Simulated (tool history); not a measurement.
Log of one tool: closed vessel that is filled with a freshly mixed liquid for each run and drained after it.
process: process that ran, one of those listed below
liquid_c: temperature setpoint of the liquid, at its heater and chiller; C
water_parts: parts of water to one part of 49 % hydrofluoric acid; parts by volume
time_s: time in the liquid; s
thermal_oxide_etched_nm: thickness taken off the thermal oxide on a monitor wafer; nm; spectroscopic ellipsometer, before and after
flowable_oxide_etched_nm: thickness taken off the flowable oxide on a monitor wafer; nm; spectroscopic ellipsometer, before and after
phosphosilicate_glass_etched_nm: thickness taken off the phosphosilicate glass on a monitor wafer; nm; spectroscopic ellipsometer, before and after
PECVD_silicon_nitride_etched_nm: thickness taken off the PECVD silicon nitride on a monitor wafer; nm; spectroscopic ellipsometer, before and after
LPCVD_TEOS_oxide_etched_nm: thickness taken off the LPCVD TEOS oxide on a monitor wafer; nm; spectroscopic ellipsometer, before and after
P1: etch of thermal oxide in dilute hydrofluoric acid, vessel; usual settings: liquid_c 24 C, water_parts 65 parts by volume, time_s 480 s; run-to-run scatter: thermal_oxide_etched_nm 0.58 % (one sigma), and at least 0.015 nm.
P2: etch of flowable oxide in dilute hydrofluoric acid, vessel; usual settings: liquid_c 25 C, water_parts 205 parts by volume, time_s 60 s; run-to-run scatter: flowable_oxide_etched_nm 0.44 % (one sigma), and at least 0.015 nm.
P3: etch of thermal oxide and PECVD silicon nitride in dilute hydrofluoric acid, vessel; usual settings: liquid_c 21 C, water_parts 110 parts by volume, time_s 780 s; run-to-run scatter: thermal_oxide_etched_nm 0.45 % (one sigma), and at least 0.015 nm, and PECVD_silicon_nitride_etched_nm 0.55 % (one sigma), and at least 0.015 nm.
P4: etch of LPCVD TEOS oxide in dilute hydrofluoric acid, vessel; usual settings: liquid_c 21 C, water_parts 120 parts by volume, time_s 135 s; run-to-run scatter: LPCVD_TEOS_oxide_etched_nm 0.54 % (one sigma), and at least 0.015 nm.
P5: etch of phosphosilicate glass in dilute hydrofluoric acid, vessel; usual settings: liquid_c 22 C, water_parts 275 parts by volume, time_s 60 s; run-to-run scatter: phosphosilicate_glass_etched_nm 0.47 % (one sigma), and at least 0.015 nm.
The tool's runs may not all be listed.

| run | hour | process | liquid_c | water_parts | time_s | hours since the thermometer was replaced | hours since the hydrofluoric acid flow meter was replaced | thermal_oxide_etched_nm | flowable_oxide_etched_nm | phosphosilicate_glass_etched_nm | PECVD_silicon_nitride_etched_nm | LPCVD_TEOS_oxide_etched_nm |
|---|---|---|---|---|---|---|---|---|---|---|---|---|
| 1 | 9.9 | P1 | 24 | 65 | 480 | 522.5 | 689.4 | 34.967 |  |  |  |  |
| 2 | 18.4 | P2 | 17.5 | 205 | 60 | 531 | 697.9 |  | 7.1539 |  |  |  |
| 3 | 25.4 | P1 | 18.5 | 65 | 480 | 538 | 704.9 | 28.257 |  |  |  |  |
| 4 | 33.7 | P1 | 24 | 65 | 480 | 546.3 | 713.2 | 35.178 |  |  |  |  |
| 5 | 46.6 | P2 | 25 | 55 | 60 | 559.2 | 726.1 |  | 42.236 |  |  |  |
| 6 | 58.2 | P2 | 25 | 205 | 60 | 570.8 | 737.7 |  | 9.5459 |  |  |  |
| 7 | 68.8 | P5 | 22 | 275 | 60 | 581.4 | 748.3 |  |  | 32.878 |  |  |
| 8 | 81.1 | P3 | 21 | 110 | 780 | 593.7 | 760.6 | 29.392 |  |  | 10.091 |  |
| 9 | 91.8 | P3 | 21 | 180 | 780 | 604.4 | 771.3 | 16.694 |  |  | 6.2574 |  |
| 10 | 101.4 | P4 | 21 | 205 | 135 | 614 | 780.9 |  |  |  |  | 20.487 |
| 11 | 107.5 | P5 | 22 | 90 | 60 | 620.1 | 787 |  |  | 121.24 |  |  |
| 12 | 119.6 | P5 | 17 | 275 | 60 | 632.2 | 799.1 |  |  | 27.262 |  |  |
| 13 | 131.3 | P3 | 21 | 110 | 135 | 643.9 | 810.8 | 5.1028 |  |  | 1.7397 |  |
| 14 | 142.8 | P1 | 24 | 35 | 480 | 655.4 | 822.3 | 68.715 |  |  |  |  |
| 15 | 149.7 | P4 | 21 | 120 | 205 | 662.3 | 829.2 |  |  |  |  | 59.08 |
| 16 | 159.5 | P1 | 24 | 100 | 270 | 672.1 | 839 | 12.352 |  |  |  |  |
| 17 | 165.2 | P1 | 24 | 65 | 35 | 677.8 | 844.7 | 2.5478 |  |  |  |  |
| 18 | 176.7 | P1 | 18.5 | 65 | 55 | 689.3 | 856.2 | 3.1917 |  |  |  |  |
| 19 | 182.5 | P1 | 24 | 65 | 835 | 695.1 | 862 | 61.884 |  |  |  |  |
| 20 | 194.8 | P3 | 21 | 110 | 780 | 707.4 | 874.3 | 29.674 |  |  | 10.122 |  |
| 21 | 201 | P1 | 24 | 90 | 480 | 713.6 | 880.5 | 24.685 |  |  |  |  |
| 22 | 214 | P1 | 24 | 65 | 480 | 726.6 | 893.5 | 35.588 |  |  |  |  |
| 23 | 227.1 | P5 | 22 | 275 | 105 | 739.7 | 906.6 |  |  | 57.284 |  |  |
| 24 | 237.2 | P1 | 24 | 65 | 480 | 749.8 | 916.7 | 35.516 |  |  |  |  |
| 25 | 245.6 | P1 | 30.5 | 65 | 480 | 758.2 | 925.1 | 45.545 |  |  |  |  |
| 26 | 257.3 | P2 | 25 | 205 | 110 | 769.9 | 936.8 |  | 17.45 |  |  |  |
| 27 | 269.5 | P1 | 24 | 65 | 480 | 782.1 | 949 | 34.95 |  |  |  |  |
| 28 | 281.6 | P3 | 17 | 110 | 780 | 794.2 | 961.1 | 24.82 |  |  | 7.7091 |  |
| 29 | 288.3 | P4 | 17 | 120 | 135 | 800.9 | 967.8 |  |  |  |  | 33.092 |
| 30 | 300.9 | P2 | 25 | 205 | 60 | 813.5 | 980.4 |  | 9.41 |  |  |  |
| 31 | 307.7 | P4 | 21 | 120 | 135 | 820.3 | 987.2 |  |  |  |  | 38.394 |
| 32 | 319.1 | P1 | 24 | 65 | 480 | 831.7 | 998.6 | 35.164 |  |  |  |  |
| 33 | 325.4 | P1 | 24 | 65 | 480 | 838 | 1004.9 | 34.857 |  |  |  |  |
| 34 | 338.5 | P1 | 24 | 65 | 480 | 851.1 | 1018 | 33.993 |  |  |  |  |
| 35 | 344.4 | P1 | 24 | 65 | 480 | 857 | 1023.9 | 33.861 |  |  |  |  |
| 36 | 352.2 | P1 | 24 | 65 | 480 | 864.8 | 1031.7 | 33.596 |  |  |  |  |
| 37 | 360 | P1 | 24 | 65 | 480 | 872.6 | 1039.5 | 33.14 |  |  |  |  |
| 38 | 370.5 | P1 | 24 | 65 | 480 | 883.1 | 1050 | 33.087 |  |  |  |  |
| 39 | 382.6 | P1 | 24 | 65 | 480 | 895.2 | 1062.1 | 32.391 |  |  |  |  |
| 40 | 392.9 | P1 | 24 | 65 | 480 | 905.5 | 1072.4 | 33.068 |  |  |  |  |
| 41 | 399.9 | P1 | 24 | 65 | 480 | 912.5 | 1079.4 | 32.86 |  |  |  |  |
| 42 | 408.2 | P1 | 24 | 65 | 480 | 920.8 | 1087.7 | 32.891 |  |  |  |  |
| 43 | 419.8 | P1 | 24 | 65 | 480 | 932.4 | 1099.3 | 32.29 |  |  |  |  |
| 44 | 431 | P1 | 24 | 65 | 480 | 943.6 | 1110.5 | 32.507 |  |  |  |  |

What P1 gives has crept away from where it was. These 2 causes fit the log equally well, each at the size given:
A: hydrofluoric acid flow below the setpoint (%) = 7.06
B: liquid colder than its thermometer reads (K) = 1.95
The creep began at about hour 325.4.

4 check runs are offered, one wafer each, their results left as question marks. Which one tells the causes apart?
| check 1 | 442.2 | P4 | 18 | 200 | 135 |  |  |  |  |  |  | ? |
| check 2 | 442.2 | P2 | 25 | 90 | 110 |  |  |  | ? |  |  |  |
| check 3 | 442.2 | P5 | 22 | 95 | 60 |  |  |  |  | ? |  |  |
| check 4 | 442.2 | P3 | 21 | 110 | 250 |  |  | ? |  |  | ? |  |

What each check would give under each cause:
| check | result | if A | if B |
|---|---|---|---|
| check 1 | LPCVD_TEOS_oxide_etched_nm | 17.361 | 17.528 |
| check 2 | flowable_oxide_etched_nm | 41.889 | 42.062 |
| check 3 | phosphosilicate_glass_etched_nm | 106 | 106.22 |
| check 4 | thermal_oxide_etched_nm | 8.6842 | 8.7107 |
| check 4 | PECVD_silicon_nitride_etched_nm | 3.0135 | 2.8365 |
How far apart the two closest causes lie, in the result that separates them most: check 1 0.96 %; check 2 0.41 %; check 3 0.21 %; check 4 6.05 %
Only check 4 tells the causes apart: in the others they would give nearly the same result.

Check 4 was then run and gave: thermal_oxide_etched_nm 8.6986 nm; PECVD_silicon_nitride_etched_nm 2.8141 nm. Which cause is it?

It is B: liquid colder than its thermometer reads (K).

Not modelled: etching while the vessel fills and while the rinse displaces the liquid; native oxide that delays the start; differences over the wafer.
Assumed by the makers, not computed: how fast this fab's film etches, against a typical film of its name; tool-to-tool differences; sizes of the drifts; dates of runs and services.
